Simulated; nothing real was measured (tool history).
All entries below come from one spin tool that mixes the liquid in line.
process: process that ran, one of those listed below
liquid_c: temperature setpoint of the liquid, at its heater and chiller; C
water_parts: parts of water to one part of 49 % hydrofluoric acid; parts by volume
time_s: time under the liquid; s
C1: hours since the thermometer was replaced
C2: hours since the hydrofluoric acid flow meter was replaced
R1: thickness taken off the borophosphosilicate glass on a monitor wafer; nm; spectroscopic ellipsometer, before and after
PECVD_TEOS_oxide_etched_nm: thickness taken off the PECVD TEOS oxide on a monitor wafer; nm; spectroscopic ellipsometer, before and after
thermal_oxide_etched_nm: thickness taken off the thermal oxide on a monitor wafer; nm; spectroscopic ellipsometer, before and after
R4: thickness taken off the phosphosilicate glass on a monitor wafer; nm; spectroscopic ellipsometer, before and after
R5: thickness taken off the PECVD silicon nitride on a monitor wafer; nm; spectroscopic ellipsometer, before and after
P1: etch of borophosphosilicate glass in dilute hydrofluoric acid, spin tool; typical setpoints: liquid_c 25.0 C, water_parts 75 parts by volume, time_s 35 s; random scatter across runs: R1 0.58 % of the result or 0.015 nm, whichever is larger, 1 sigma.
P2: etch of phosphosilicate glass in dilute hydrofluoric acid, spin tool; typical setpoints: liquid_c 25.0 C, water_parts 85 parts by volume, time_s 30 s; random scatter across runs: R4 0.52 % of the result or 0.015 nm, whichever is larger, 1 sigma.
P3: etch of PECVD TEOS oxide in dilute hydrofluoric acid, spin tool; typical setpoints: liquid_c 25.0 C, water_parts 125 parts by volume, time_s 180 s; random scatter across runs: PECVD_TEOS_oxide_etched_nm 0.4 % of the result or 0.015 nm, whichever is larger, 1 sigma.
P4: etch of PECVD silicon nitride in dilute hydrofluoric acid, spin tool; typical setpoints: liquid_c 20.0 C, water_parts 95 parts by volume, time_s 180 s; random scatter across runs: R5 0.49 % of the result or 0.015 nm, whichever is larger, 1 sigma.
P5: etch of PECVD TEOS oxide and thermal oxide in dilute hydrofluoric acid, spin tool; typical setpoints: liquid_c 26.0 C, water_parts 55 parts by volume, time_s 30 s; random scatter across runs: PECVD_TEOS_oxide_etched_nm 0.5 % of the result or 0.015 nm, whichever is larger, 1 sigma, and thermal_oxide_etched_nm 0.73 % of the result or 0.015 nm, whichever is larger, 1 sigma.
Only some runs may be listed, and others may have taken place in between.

run 1 hour=5.7 | process=P1 liquid_c=25.0 water_parts=75 time_s=35 | C1=923.3 C2=362.8 | R1=19.9200
run 2 hour=11.6 | process=P5 liquid_c=26.0 water_parts=55 time_s=30 | C1=929.2 C2=368.7 | PECVD_TEOS_oxide_etched_nm=9.5989 thermal_oxide_etched_nm=3.0417
run 3 hour=16.8 | process=P1 liquid_c=25.0 water_parts=75 time_s=35 | C1=934.4 C2=373.9 | R1=19.9880
run 4 hour=21.9 | process=P1 liquid_c=20.0 water_parts=75 time_s=35 | C1=939.5 C2=379.0 | R1=16.5290
run 5 hour=29.8 | process=P1 liquid_c=25.0 water_parts=30 time_s=35 | C1=947.4 C2=386.9 | R1=53.3680
-- hour=34.3 thermometer replaced
run 6 hour=36.7 | process=P3 liquid_c=19.0 water_parts=125 time_s=180 | C1=2.5 C2=393.8 | PECVD_TEOS_oxide_etched_nm=22.2240
run 7 hour=41.2 | process=P1 liquid_c=31.5 water_parts=75 time_s=35 | C1=7.0 C2=398.3 | R1=25.8490
run 8 hour=49.1 | process=P1 liquid_c=25.0 water_parts=75 time_s=35 | C1=14.9 C2=406.2 | R1=20.1690
run 9 hour=54.0 | process=P2 liquid_c=25.0 water_parts=85 time_s=15 | C1=19.8 C2=411.1 | R4=32.304
run 10 hour=60.9 | process=P5 liquid_c=34.0 water_parts=55 time_s=30 | C1=26.7 C2=418.0 | PECVD_TEOS_oxide_etched_nm=13.0270 thermal_oxide_etched_nm=4.1780
run 11 hour=67.4 | process=P4 liquid_c=20.0 water_parts=95 time_s=305 | C1=33.2 C2=424.5 | R5=9.7772
run 12 hour=73.5 | process=P2 liquid_c=25.0 water_parts=85 time_s=30 | C1=39.3 C2=430.6 | R4=63.873
run 13 hour=79.4 | process=P2 liquid_c=25.0 water_parts=40 time_s=30 | C1=45.2 C2=436.5 | R4=146.430
run 14 hour=85.8 | process=P4 liquid_c=20.0 water_parts=95 time_s=180 | C1=51.6 C2=442.9 | R5=5.6961
run 15 hour=90.8 | process=P2 liquid_c=17.0 water_parts=85 time_s=30 | C1=56.6 C2=447.9 | R4=46.552
run 16 hour=96.8 | process=P4 liquid_c=20.0 water_parts=25 time_s=180 | C1=62.6 C2=453.9 | R5=20.8150
run 17 hour=102.4 | process=P3 liquid_c=25.0 water_parts=125 time_s=75 | C1=68.2 C2=459.5 | PECVD_TEOS_oxide_etched_nm=11.7540
run 18 hour=109.2 | process=P4 liquid_c=20.0 water_parts=95 time_s=180 | C1=75.0 C2=466.3 | R5=5.6899
run 19 hour=114.0 | process=P3 liquid_c=25.0 water_parts=75 time_s=180 | C1=79.8 C2=471.1 | PECVD_TEOS_oxide_etched_nm=50.1120
run 20 hour=118.9 | process=P1 liquid_c=25.0 water_parts=75 time_s=15 | C1=84.7 C2=476.0 | R1=8.5857
run 21 hour=124.5 | process=P3 liquid_c=25.0 water_parts=125 time_s=180 | C1=90.3 C2=481.6 | PECVD_TEOS_oxide_etched_nm=28.2680
run 22 hour=131.4 | process=P5 liquid_c=26.0 water_parts=100 time_s=30 | C1=97.2 C2=488.5 | PECVD_TEOS_oxide_etched_nm=4.9681 thermal_oxide_etched_nm=1.5694
run 23 hour=137.1 | process=P4 liquid_c=17.0 water_parts=95 time_s=180 | C1=102.9 C2=494.2 | R5=4.6448
run 24 hour=144.5 | process=P5 liquid_c=26.0 water_parts=55 time_s=15 | C1=110.3 C2=501.6 | PECVD_TEOS_oxide_etched_nm=4.8173 thermal_oxide_etched_nm=1.4745
run 25 hour=148.5 | process=P3 liquid_c=25.0 water_parts=125 time_s=180 | C1=114.3 C2=505.6 | PECVD_TEOS_oxide_etched_nm=28.2010
run 26 hour=155.1 | process=P1 liquid_c=25.0 water_parts=140 time_s=35 | C1=120.9 C2=512.2 | R1=9.8914
run 27 hour=159.3 | process=P1 liquid_c=17.5 water_parts=35 time_s=35 | C1=125.1 C2=516.4 | R1=32.8600
run 28 hour=167.4 | process=P1 liquid_c=25.0 water_parts=75 time_s=65 | C1=133.2 C2=524.5 | R1=37.0600
run 29 hour=172.7 | process=P2 liquid_c=25.0 water_parts=85 time_s=30 | C1=138.5 C2=529.8 | R4=64.789
run 30 hour=176.6 | process=P1 liquid_c=25.0 water_parts=75 time_s=35 | C1=142.4 C2=533.7 | R1=19.9380
run 31 hour=183.4 | process=P1 liquid_c=25.0 water_parts=75 time_s=35 | C1=149.2 C2=540.5 | R1=20.0460
run 32 hour=188.3 | process=P1 liquid_c=25.0 water_parts=75 time_s=35 | C1=154.1 C2=545.4 | R1=19.6350
run 33 hour=194.8 | process=P1 liquid_c=25.0 water_parts=75 time_s=35 | C1=160.6 C2=551.9 | R1=19.3800
run 34 hour=201.4 | process=P1 liquid_c=25.0 water_parts=75 time_s=35 | C1=167.2 C2=558.5 | R1=19.0030
run 35 hour=207.7 | process=P1 liquid_c=25.0 water_parts=75 time_s=35 | C1=173.5 C2=564.8 | R1=19.0170
run 36 hour=215.8 | process=P1 liquid_c=25.0 water_parts=75 time_s=35 | C1=181.6 C2=572.9 | R1=18.8080
run 37 hour=223.2 | process=P1 liquid_c=25.0 water_parts=75 time_s=35 | C1=189.0 C2=580.3 | R1=18.9370
run 38 hour=228.1 | process=P1 liquid_c=25.0 water_parts=75 time_s=35 | C1=193.9 C2=585.2 | R1=18.4480
run 39 hour=235.2 | process=P1 liquid_c=25.0 water_parts=75 time_s=35 | C1=201.0 C2=592.3 | R1=18.6020
run 40 hour=242.5 | process=P1 liquid_c=25.0 water_parts=75 time_s=35 | C1=208.3 C2=599.6 | R1=18.6110
run 41 hour=249.9 | process=P1 liquid_c=25.0 water_parts=75 time_s=35 | C1=215.7 C2=607.0 | R1=18.5200
run 42 hour=256.3 | process=P1 liquid_c=25.0 water_parts=75 time_s=35 | C1=222.1 C2=613.4 | R1=18.5020

The output of P1 has drifted from where it used to be. Each of the 2 causes below, taken at the size shown beside it, accounts for the log equally well:
A: liquid colder than its thermometer reads (K) = 1.82
B: hydrofluoric acid flow below the setpoint (%) = 6.43
Onset of the creep was near hour 183.4.

Consider the 4 single-wafer check runs listed below, results given as question marks: which one distinguishes between the causes by giving clearly different results for each?
run check 1 hour=262.7 | process=P4 liquid_c=20.0 water_parts=95 time_s=180 | R5=?
run check 2 hour=262.7 | process=P2 liquid_c=25.0 water_parts=85 time_s=30 | R4=?
run check 3 hour=262.7 | process=P3 liquid_c=25.0 water_parts=125 time_s=180 | PECVD_TEOS_oxide_etched_nm=?
run check 4 hour=262.7 | process=P5 liquid_c=26.0 water_parts=55 time_s=30 | PECVD_TEOS_oxide_etched_nm=? thermal_oxide_etched_nm=?

What each check would give under each cause:
check=check_1 result=R5 if_A=5.0639 if_B=5.3780
check=check_2 result=R4 if_A=60.056 if_B=59.991
check=check_3 result=PECVD_TEOS_oxide_etched_nm if_A=26.3080 if_B=26.1500
check=check_4 result=PECVD_TEOS_oxide_etched_nm if_A=8.8863 if_B=8.9065
check=check_4 result=thermal_oxide_etched_nm if_A=2.8189 if_B=2.8253
Gap, in per cent, between the two causes that each check separates least, read from the result that separates them most: check 1 6.02 %; check 2 0.11 %; check 3 0.61 %; check 4 0.23 %
The causes can be told apart only by check 1. The other checks would give nearly the same results under each of them.

Here is what check 1 returned: R5 5.0750 nm. Which cause is it?

Of the candidate causes, it is A: liquid colder than its thermometer reads (K).

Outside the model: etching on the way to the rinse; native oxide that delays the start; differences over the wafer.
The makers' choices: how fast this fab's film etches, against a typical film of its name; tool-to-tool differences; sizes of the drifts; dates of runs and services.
